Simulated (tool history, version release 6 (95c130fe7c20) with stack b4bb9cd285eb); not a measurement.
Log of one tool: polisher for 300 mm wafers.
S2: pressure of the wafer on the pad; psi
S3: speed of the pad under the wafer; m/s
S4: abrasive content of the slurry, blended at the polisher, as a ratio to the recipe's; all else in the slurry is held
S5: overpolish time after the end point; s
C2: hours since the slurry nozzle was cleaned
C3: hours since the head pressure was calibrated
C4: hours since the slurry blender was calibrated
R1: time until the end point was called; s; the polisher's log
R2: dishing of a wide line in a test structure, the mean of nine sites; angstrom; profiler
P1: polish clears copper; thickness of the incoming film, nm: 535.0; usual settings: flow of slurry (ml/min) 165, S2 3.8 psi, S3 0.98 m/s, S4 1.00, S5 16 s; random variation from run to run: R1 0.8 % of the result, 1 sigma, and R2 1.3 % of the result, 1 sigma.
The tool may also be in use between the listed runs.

{"run": 1, "hour": 7.5, "flow of slurry (ml/min)": 165, "S2": 3.8, "S3": 0.98, "S4": 1.0, "S5": 16, "wafers polished on this pad": 528, "C2": 242.4, "C3": 433.3, "C4": 157.1, "R1": 125.64, "R2": 385.05}
{"run": 2, "hour": 14.7, "flow of slurry (ml/min)": 260, "S2": 3.8, "S3": 0.98, "S4": 1.0, "S5": 16, "wafers polished on this pad": 567, "C2": 249.6, "C3": 440.5, "C4": 164.3, "R1": 117.47, "R2": 398.27}
{"run": 3, "hour": 22.5, "flow of slurry (ml/min)": 165, "S2": 3.8, "S3": 0.98, "S4": 0.55, "S5": 16, "wafers polished on this pad": 610, "C2": 257.4, "C3": 448.3, "C4": 172.1, "R1": 139.7, "R2": 341.8}
{"run": 4, "hour": 36.0, "flow of slurry (ml/min)": 165, "S2": 3.8, "S3": 0.98, "S4": 1.0, "S5": 16, "wafers polished on this pad": 684, "C2": 270.9, "C3": 461.8, "C4": 185.6, "R1": 124.81, "R2": 386.94}
{"run": 5, "hour": 46.8, "flow of slurry (ml/min)": 165, "S2": 3.8, "S3": 0.98, "S4": 1.0, "S5": 16, "wafers polished on this pad": 743, "C2": 281.7, "C3": 472.6, "C4": 196.4, "R1": 124.18, "R2": 385.24}
{"run": 6, "hour": 63.0, "flow of slurry (ml/min)": 165, "S2": 3.8, "S3": 0.98, "S4": 1.0, "S5": 16, "wafers polished on this pad": 832, "C2": 297.9, "C3": 488.8, "C4": 212.6, "R1": 124.84, "R2": 383.99}
{"run": 7, "hour": 77.5, "flow of slurry (ml/min)": 100, "S2": 3.8, "S3": 0.98, "S4": 1.0, "S5": 16, "wafers polished on this pad": 911, "C2": 312.4, "C3": 503.3, "C4": 227.1, "R1": 137.78, "R2": 347.98}
{"hour": 87.0, "done": "slurry blender recalibrated"}
{"run": 8, "hour": 87.8, "flow of slurry (ml/min)": 165, "S2": 5.9, "S3": 0.98, "S4": 1.0, "S5": 16, "wafers polished on this pad": 968, "C2": 322.7, "C3": 513.6, "C4": 0.9, "R1": 80.959, "R2": 508.47}
{"hour": 101.4, "done": "worn pad replaced by a new one"}
{"run": 9, "hour": 103.9, "flow of slurry (ml/min)": 205, "S2": 3.8, "S3": 0.98, "S4": 1.0, "S5": 26, "wafers polished on this pad": 14, "C2": 338.8, "C3": 529.7, "C4": 17.0, "R1": 121.86, "R2": 518.42}
{"run": 10, "hour": 116.5, "flow of slurry (ml/min)": 165, "S2": 3.8, "S3": 0.98, "S4": 1.4, "S5": 7, "wafers polished on this pad": 83, "C2": 351.4, "C3": 542.3, "C4": 29.6, "R1": 115.28, "R2": 216.81}
{"run": 11, "hour": 131.3, "flow of slurry (ml/min)": 165, "S2": 3.8, "S3": 1.52, "S4": 1.0, "S5": 16, "wafers polished on this pad": 164, "C2": 366.2, "C3": 557.1, "C4": 44.4, "R1": 80.507, "R2": 498.89}
{"run": 12, "hour": 144.6, "flow of slurry (ml/min)": 165, "S2": 3.8, "S3": 0.98, "S4": 1.5, "S5": 16, "wafers polished on this pad": 237, "C2": 379.5, "C3": 570.4, "C4": 57.7, "R1": 114.68, "R2": 403.93}
{"run": 13, "hour": 155.4, "flow of slurry (ml/min)": 165, "S2": 2.1, "S3": 0.98, "S4": 1.0, "S5": 16, "wafers polished on this pad": 296, "C2": 390.3, "C3": 581.2, "C4": 68.5, "R1": 223.56, "R2": 238.98}
{"run": 14, "hour": 168.6, "flow of slurry (ml/min)": 165, "S2": 3.8, "S3": 0.98, "S4": 1.0, "S5": 16, "wafers polished on this pad": 368, "C2": 403.5, "C3": 594.4, "C4": 81.7, "R1": 125.09, "R2": 388.91}
{"run": 15, "hour": 184.5, "flow of slurry (ml/min)": 165, "S2": 3.8, "S3": 0.98, "S4": 1.0, "S5": 29, "wafers polished on this pad": 455, "C2": 419.4, "C3": 610.3, "C4": 97.6, "R1": 124.34, "R2": 529.73}
{"run": 16, "hour": 196.1, "flow of slurry (ml/min)": 165, "S2": 3.8, "S3": 0.98, "S4": 1.0, "S5": 5, "wafers polished on this pad": 519, "C2": 431.0, "C3": 621.9, "C4": 109.2, "R1": 124.46, "R2": 153.68}
{"run": 17, "hour": 207.7, "flow of slurry (ml/min)": 165, "S2": 3.8, "S3": 0.44, "S4": 1.0, "S5": 16, "wafers polished on this pad": 582, "C2": 442.6, "C3": 633.5, "C4": 120.8, "R1": 277.92, "R2": 210.91}
{"run": 18, "hour": 223.4, "flow of slurry (ml/min)": 165, "S2": 3.8, "S3": 0.98, "S4": 1.0, "S5": 16, "wafers polished on this pad": 668, "C2": 458.3, "C3": 649.2, "C4": 136.5, "R1": 125.1, "R2": 386.2}
{"run": 19, "hour": 234.5, "flow of slurry (ml/min)": 165, "S2": 3.8, "S3": 0.98, "S4": 1.0, "S5": 16, "wafers polished on this pad": 729, "C2": 469.4, "C3": 660.3, "C4": 147.6, "R1": 128.19, "R2": 380.52}
{"run": 20, "hour": 242.1, "flow of slurry (ml/min)": 165, "S2": 3.8, "S3": 0.98, "S4": 1.0, "S5": 16, "wafers polished on this pad": 770, "C2": 477.0, "C3": 667.9, "C4": 155.2, "R1": 128.85, "R2": 368.75}
{"run": 21, "hour": 254.5, "flow of slurry (ml/min)": 165, "S2": 3.8, "S3": 0.98, "S4": 1.0, "S5": 16, "wafers polished on this pad": 838, "C2": 489.4, "C3": 680.3, "C4": 167.6, "R1": 128.65, "R2": 365.65}
{"run": 22, "hour": 265.0, "flow of slurry (ml/min)": 165, "S2": 3.8, "S3": 0.98, "S4": 1.0, "S5": 16, "wafers polished on this pad": 896, "C2": 499.9, "C3": 690.8, "C4": 178.1, "R1": 131.08, "R2": 364.88}
{"hour": 269.6, "done": "head pressure recalibrated"}
{"run": 23, "hour": 279.4, "flow of slurry (ml/min)": 165, "S2": 3.8, "S3": 0.98, "S4": 1.0, "S5": 16, "wafers polished on this pad": 975, "C2": 514.3, "C3": 9.8, "C4": 192.5, "R1": 132.69, "R2": 361.88}
{"run": 24, "hour": 292.6, "flow of slurry (ml/min)": 165, "S2": 3.8, "S3": 0.98, "S4": 1.0, "S5": 16, "wafers polished on this pad": 1047, "C2": 527.5, "C3": 23.0, "C4": 205.7, "R1": 136.33, "R2": 366.65}
{"hour": 293.9, "done": "worn pad replaced by a new one"}
{"run": 25, "hour": 307.8, "flow of slurry (ml/min)": 165, "S2": 3.8, "S3": 0.98, "S4": 1.0, "S5": 16, "wafers polished on this pad": 76, "C2": 542.7, "C3": 38.2, "C4": 220.9, "R1": 136.67, "R2": 362.58}
{"run": 26, "hour": 321.1, "flow of slurry (ml/min)": 165, "S2": 3.8, "S3": 0.98, "S4": 1.0, "S5": 16, "wafers polished on this pad": 148, "C2": 556.0, "C3": 51.5, "C4": 234.2, "R1": 136.3, "R2": 356.5}
{"run": 27, "hour": 337.2, "flow of slurry (ml/min)": 165, "S2": 3.8, "S3": 0.98, "S4": 1.0, "S5": 16, "wafers polished on this pad": 237, "C2": 572.1, "C3": 67.6, "C4": 250.3, "R1": 136.27, "R2": 361.9}
{"run": 28, "hour": 353.1, "flow of slurry (ml/min)": 165, "S2": 3.8, "S3": 0.98, "S4": 1.0, "S5": 16, "wafers polished on this pad": 324, "C2": 588.0, "C3": 83.5, "C4": 266.2, "R1": 137.11, "R2": 361.81}

What P1 gives has crept away from where it was. These 2 causes fit the log equally well, each at the size given:
A: abrasive missing from the slurry, % = 35
B: slurry flow missing at the pad, % = 36.8
The creep began at about hour 223.4.
Why every other cause is out:
removal rate lost through wear of the pad, %: serviced at hour 293.9, which brought nothing back
head's pressure below its setpoint, %: serviced at hour 269.6, which brought nothing back

4 check runs are offered, each on 3 wafers whose results are averaged, their results left as question marks. Which one tells the causes apart?
{"run": "check 1", "hour": 369.0, "flow of slurry (ml/min)": 165, "S2": 3.8, "S3": 0.6, "S4": 0.6, "S5": 16, "R1": "?", "R2": "?"}
{"run": "check 2", "hour": 369.0, "flow of slurry (ml/min)": 165, "S2": 3.8, "S3": 0.98, "S4": 1.4, "S5": 5, "R1": "?", "R2": "?"}
{"run": "check 3", "hour": 369.0, "flow of slurry (ml/min)": 165, "S2": 5.4, "S3": 0.98, "S4": 1.0, "S5": 16, "R1": "?", "R2": "?"}
{"run": "check 4", "hour": 369.0, "flow of slurry (ml/min)": 115, "S2": 3.8, "S3": 0.98, "S4": 0.75, "S5": 16, "R1": "?", "R2": "?"}

What each check would give under each cause:
check=check_1 result=R1 if_A=246.520 if_B=247.990
check=check_1 result=R2 if_A=230.40 if_B=229.28
check=check_2 result=R1 if_A=127.330 if_B=126.870
check=check_2 result=R2 if_A=150.01 if_B=150.49
check=check_3 result=R1 if_A=96.080 if_B=96.090
check=check_3 result=R2 if_A=457.66 if_B=457.63
check=check_4 result=R1 if_A=154.700 if_B=160.590
check=check_4 result=R2 if_A=330.04 if_B=321.22
How far apart the two closest causes lie, in the result that separates them most: check 1 0.59 %; check 2 0.36 %; check 3 0.01 %; check 4 3.74 %
Only check 4 tells the causes apart: in the others they would give nearly the same result.

Check 4 was then run and gave: R1 153.470 s; R2 329.11 angstrom. Which cause is it?

It is A: abrasive missing from the slurry, %.
